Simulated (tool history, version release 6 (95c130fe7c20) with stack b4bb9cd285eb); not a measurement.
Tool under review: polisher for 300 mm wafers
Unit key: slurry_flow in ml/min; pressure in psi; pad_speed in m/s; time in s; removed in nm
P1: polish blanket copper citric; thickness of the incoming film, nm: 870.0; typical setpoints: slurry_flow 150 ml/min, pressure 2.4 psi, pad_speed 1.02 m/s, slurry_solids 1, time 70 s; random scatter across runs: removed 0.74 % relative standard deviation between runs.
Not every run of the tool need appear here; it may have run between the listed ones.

run,day,slurry_flow,pressure,pad_speed,slurry_solids,time,removed
1,0.412,150,2.4,1.02,1,70,109.94
2,0.808,150,3.3,1.02,1,70,150.75
3,1.225,150,2.4,1.02,1,70,110.92
4,1.817,180,2.4,1.02,1,34,55.129
5,2.308,150,2.4,1.02,1,70,109.36
6,2.792,150,2.4,1.02,1.3,70,116.34
7,3.45,150,1.1,1.02,1,70,52.433
8,4.046,150,2.4,1.3,1,70,137.44
9,4.425,190,2.4,1.02,1,70,113.69
10,4.796,90,2.4,1.02,1,70,98.379
11,5.442,150,2.4,1.02,1,32,50.532
12,6.125,150,2.4,0.46,1,70,51.465
13,6.567,150,2.4,1.02,1,70,110.76
14,7,150,2.4,1.02,1,70,110.84
15,7.421,150,2.4,1.02,0.75,70,103.8
16,8.062,150,2.4,1.02,1,70,110.1
17,8.762,150,2.4,1.02,1,97,152.61
18,9.112,150,2.4,1.02,1,70,111.08
19,9.625,150,2.4,1.02,1,70,105.11
20,10.242,150,2.4,1.02,1,70,104.68
# day 10.588: slurry blender recalibrated
21,10.675,150,2.4,1.02,1,70,104.75
22,11.179,150,2.4,1.02,1,70,104.17
# day 11.342: head pressure recalibrated
23,11.6,150,2.4,1.02,1,70,103.4

Expected results for the next run?
24,11.954,150,2.4,1.02,1,70,?

removed: 102.88 nm
